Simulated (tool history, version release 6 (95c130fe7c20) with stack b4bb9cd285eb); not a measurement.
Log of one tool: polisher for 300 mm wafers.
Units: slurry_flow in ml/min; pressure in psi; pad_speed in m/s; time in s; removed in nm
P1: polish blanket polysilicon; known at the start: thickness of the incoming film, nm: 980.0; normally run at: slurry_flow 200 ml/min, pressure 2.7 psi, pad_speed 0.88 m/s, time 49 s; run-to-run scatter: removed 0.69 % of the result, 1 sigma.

run 1 day=0.329 | slurry_flow=200 pressure=2.7 pad_speed=0.88 time=49 | removed=339.30
run 2 day=0.971 | slurry_flow=200 pressure=3.3 pad_speed=0.58 time=49 | removed=272.60
run 3 day=1.571 | slurry_flow=200 pressure=2.7 pad_speed=0.88 time=33 | removed=229.65
run 4 day=2.158 | slurry_flow=200 pressure=3.3 pad_speed=1.12 time=49 | removed=530.72
run 5 day=2.862 | slurry_flow=200 pressure=2.7 pad_speed=0.88 time=49 | removed=337.98
run 6 day=3.321 | slurry_flow=200 pressure=2.7 pad_speed=0.88 time=49 | removed=337.56
run 7 day=3.729 | slurry_flow=200 pressure=4.1 pad_speed=0.88 time=49 | removed=519.22
run 8 day=4.442 | slurry_flow=200 pressure=2.7 pad_speed=0.88 time=49 | removed=338.25
run 9 day=4.883 | slurry_flow=200 pressure=2.7 pad_speed=0.88 time=76 | removed=519.50
run 10 day=5.325 | slurry_flow=200 pressure=2.7 pad_speed=1.38 time=49 | removed=524.66
run 11 day=5.754 | slurry_flow=200 pressure=1.4 pad_speed=0.88 time=49 | removed=174.34
run 12 day=6.462 | slurry_flow=200 pressure=2.7 pad_speed=0.46 time=49 | removed=175.72
run 13 day=7.033 | slurry_flow=315 pressure=2.7 pad_speed=0.88 time=49 | removed=352.94
run 14 day=7.533 | slurry_flow=120 pressure=2.7 pad_speed=0.88 time=49 | removed=308.20
run 15 day=7.929 | slurry_flow=200 pressure=2.7 pad_speed=0.88 time=49 | removed=334.13
run 16 day=8.283 | slurry_flow=200 pressure=2.7 pad_speed=0.88 time=49 | removed=334.00
run 17 day=8.904 | slurry_flow=200 pressure=2.7 pad_speed=0.88 time=49 | removed=326.70

Run 18 comes next. What will it give?
-- day=9.425 worn pad replaced by a new one
run 18 day=9.625 | slurry_flow=200 pressure=2.7 pad_speed=0.88 time=49 | removed=?

Run 18 gave removed 323.14 nm.

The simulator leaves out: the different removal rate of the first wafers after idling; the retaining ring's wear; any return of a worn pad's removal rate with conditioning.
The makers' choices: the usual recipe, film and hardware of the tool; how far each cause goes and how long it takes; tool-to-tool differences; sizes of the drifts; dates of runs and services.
